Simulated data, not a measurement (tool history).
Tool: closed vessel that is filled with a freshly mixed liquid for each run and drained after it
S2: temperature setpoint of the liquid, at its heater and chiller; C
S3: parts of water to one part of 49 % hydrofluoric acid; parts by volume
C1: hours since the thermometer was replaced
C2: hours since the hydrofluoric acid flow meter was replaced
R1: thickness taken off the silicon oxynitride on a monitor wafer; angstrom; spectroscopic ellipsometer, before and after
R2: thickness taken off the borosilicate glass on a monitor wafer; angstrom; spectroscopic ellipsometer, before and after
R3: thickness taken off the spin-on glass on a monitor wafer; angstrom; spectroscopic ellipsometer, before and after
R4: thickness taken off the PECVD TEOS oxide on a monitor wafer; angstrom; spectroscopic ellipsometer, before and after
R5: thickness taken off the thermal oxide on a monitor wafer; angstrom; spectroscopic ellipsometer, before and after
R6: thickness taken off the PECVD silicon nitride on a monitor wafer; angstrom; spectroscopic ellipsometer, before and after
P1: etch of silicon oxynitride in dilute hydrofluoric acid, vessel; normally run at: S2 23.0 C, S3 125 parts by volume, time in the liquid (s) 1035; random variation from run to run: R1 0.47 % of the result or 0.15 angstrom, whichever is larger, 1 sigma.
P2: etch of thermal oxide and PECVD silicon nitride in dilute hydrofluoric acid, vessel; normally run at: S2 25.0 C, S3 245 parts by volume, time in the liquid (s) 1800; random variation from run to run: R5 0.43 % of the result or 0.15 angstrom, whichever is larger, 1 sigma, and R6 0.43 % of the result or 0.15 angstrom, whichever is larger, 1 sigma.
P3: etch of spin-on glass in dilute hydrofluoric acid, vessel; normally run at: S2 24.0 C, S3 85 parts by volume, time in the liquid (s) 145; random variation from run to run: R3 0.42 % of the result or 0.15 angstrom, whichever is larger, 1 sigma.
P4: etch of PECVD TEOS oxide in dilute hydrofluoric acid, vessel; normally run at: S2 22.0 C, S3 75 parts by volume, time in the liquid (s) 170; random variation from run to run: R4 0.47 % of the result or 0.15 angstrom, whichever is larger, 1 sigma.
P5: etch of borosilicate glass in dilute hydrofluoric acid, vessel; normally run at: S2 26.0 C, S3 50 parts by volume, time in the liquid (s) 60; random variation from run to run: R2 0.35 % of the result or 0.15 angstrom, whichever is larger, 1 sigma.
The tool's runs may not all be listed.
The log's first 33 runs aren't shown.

run 34 hour=416.0 | process_that_ran=P1 S2=23.0 S3=125 time_in_the_liquid_(s)=1035 | C1=123.3 C2=1186.3 | R1=216.550
run 35 hour=424.6 | process_that_ran=P1 S2=23.0 S3=125 time_in_the_liquid_(s)=1035 | C1=131.9 C2=1194.9 | R1=222.300
run 36 hour=441.2 | process_that_ran=P1 S2=23.0 S3=125 time_in_the_liquid_(s)=1035 | C1=148.5 C2=1211.5 | R1=229.150
run 37 hour=451.2 | process_that_ran=P1 S2=23.0 S3=125 time_in_the_liquid_(s)=1035 | C1=158.5 C2=1221.5 | R1=228.430
run 38 hour=464.8 | process_that_ran=P1 S2=23.0 S3=125 time_in_the_liquid_(s)=1035 | C1=172.1 C2=1235.1 | R1=228.470
run 39 hour=480.4 | process_that_ran=P1 S2=23.0 S3=125 time_in_the_liquid_(s)=1035 | C1=187.7 C2=1250.7 | R1=230.720
run 40 hour=488.6 | process_that_ran=P1 S2=23.0 S3=125 time_in_the_liquid_(s)=1035 | C1=195.9 C2=1258.9 | R1=232.230
run 41 hour=497.3 | process_that_ran=P1 S2=23.0 S3=125 time_in_the_liquid_(s)=1035 | C1=204.6 C2=1267.6 | R1=231.690

Run 42 comes next. What will it give?
run 42 hour=513.8 | process_that_ran=P1 S2=23.0 S3=125 time_in_the_liquid_(s)=1035 | C1=221.1 C2=1284.1 | R1=?

{"run 42": {"R1": 232.9}}
